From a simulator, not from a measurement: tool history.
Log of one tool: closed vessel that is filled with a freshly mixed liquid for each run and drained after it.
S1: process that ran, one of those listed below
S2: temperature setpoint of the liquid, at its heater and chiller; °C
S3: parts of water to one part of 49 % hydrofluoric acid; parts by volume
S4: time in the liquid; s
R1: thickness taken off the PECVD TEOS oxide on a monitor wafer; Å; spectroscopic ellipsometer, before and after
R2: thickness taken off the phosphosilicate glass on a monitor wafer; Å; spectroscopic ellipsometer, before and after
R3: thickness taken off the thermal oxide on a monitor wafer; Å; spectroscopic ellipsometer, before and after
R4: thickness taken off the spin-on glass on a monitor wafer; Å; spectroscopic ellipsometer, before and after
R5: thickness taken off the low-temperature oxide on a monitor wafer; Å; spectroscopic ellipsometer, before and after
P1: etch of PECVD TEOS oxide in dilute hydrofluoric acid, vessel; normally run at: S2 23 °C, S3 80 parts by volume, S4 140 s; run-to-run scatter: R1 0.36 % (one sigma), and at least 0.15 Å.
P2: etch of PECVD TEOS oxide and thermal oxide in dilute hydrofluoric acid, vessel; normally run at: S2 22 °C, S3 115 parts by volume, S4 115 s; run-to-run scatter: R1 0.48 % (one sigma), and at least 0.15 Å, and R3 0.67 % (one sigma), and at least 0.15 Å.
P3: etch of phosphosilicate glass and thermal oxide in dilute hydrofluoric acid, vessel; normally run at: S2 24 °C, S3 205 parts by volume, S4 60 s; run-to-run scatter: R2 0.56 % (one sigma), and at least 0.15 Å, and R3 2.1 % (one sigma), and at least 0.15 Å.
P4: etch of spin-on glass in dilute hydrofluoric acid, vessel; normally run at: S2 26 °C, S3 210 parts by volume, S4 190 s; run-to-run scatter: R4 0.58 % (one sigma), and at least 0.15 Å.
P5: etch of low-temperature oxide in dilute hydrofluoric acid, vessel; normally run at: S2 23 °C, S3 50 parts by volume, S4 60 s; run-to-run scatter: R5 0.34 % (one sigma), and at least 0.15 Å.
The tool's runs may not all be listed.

run,hour,S1,S2,S3,S4,R1,R2,R3,R4,R5
1,5,P1,23,80,140,467.14,,,,
2,10.2,P3,24,360,60,,131.62,5.7528,,
3,17.3,P4,26,210,30,,,,50.88,
4,22.5,P5,23,20,60,,,,,711.05
5,31.2,P5,31.5,50,60,,,,,384.31
6,37.8,P1,17.5,80,140,375.62,,,,
7,44.7,P4,19,210,190,,,,250.39,
8,51.1,P1,23,80,140,473.4,,,,
9,59.6,P1,23,80,140,471.61,,,,
10,66.5,P1,23,80,140,471.87,,,,
11,74.1,P1,23,130,140,273.43,,,,
12,82.1,P1,30,80,140,620.57,,,,
13,87.8,P1,17,80,70,184.21,,,,
14,96.1,P3,24,205,60,,270.14,12.098,,
15,100.3,P3,24,205,60,,270.9,12.01,,
16,108.6,P1,23,80,140,470.81,,,,
17,114.8,P2,22,185,115,55.658,,23.673,,
18,121.4,P3,24,205,30,,134.27,5.9268,,
19,126.2,P1,23,80,220,739.52,,,,
20,134.6,P5,23,50,60,,,,,273.93
21,139.2,P4,26,210,190,,,,320.75,
22,143.1,P5,23,50,115,,,,,522.91
23,147.9,P4,26,60,190,,,,1341.2,
24,151.7,P1,23,25,30,348.11,,,,
25,157,P1,23,80,140,473.15,,,,
26,165.8,P2,22,115,200,167.36,,72.169,,
27,173.4,P4,26,210,190,,,,320.49,
28,179.6,P1,23,80,140,474.35,,,,
29,186.1,P3,29,205,60,,323.03,14.864,,
30,191,P1,27,120,140,350.77,,,,
31,196.3,P1,23,80,30,101.23,,,,
32,205.2,P5,23,50,60,,,,,273.71
33,210.6,P1,23,25,140,1618.6,,,,
34,214.7,P2,29,115,115,125.95,,53.876,,
35,221.8,P2,22,115,115,96.855,,41.079,,
36,228.7,P1,23,80,140,471.97,,,,
37,236.7,P1,23,80,140,495.75,,,,
38,244.3,P1,23,80,140,503.16,,,,
39,250.9,P1,23,80,140,510.16,,,,
40,259.4,P1,23,80,140,514.52,,,,
41,263.6,P1,23,80,140,514.87,,,,
42,272.2,P1,23,80,140,512.97,,,,

What P1 gives has crept away from where it was. These 2 causes fit the log equally well, each at the size given:
A: hydrofluoric acid flow above the setpoint (%) = 8.25
B: liquid hotter than its thermometer reads (K) = 2.16
The creep began at about hour 228.7.

4 check runs are offered, each on 2 wafers whose results are averaged, their results left as question marks. Which one tells the causes apart?
check 1,280.8,P3,24,350,60,,?,?,,
check 2,280.8,P2,25,115,115,?,,?,,
check 3,280.8,P4,26,120,100,,,,?,
check 4,280.8,P5,31,30,60,,,,,?

What each check would give under each cause:
check,result,if A,if B
check 1,R2,152.2,147.33
check 1,R3,6.7759,6.5592
check 2,R1,118.37,117.53
check 2,R3,50.723,50.366
check 3,R4,361.54,358.32
check 4,R5,705.62,707.04
How far apart the two closest causes lie, in the result that separates them most: check 1 3.25 %; check 2 0.71 %; check 3 0.89 %; check 4 0.2 %
Only check 1 tells the causes apart: in the others they would give nearly the same result.

Then check 1 was run and gave: R2 147.82 Å; R3 6.6118 Å. Which cause is it?

It is B: liquid hotter than its thermometer reads (K).
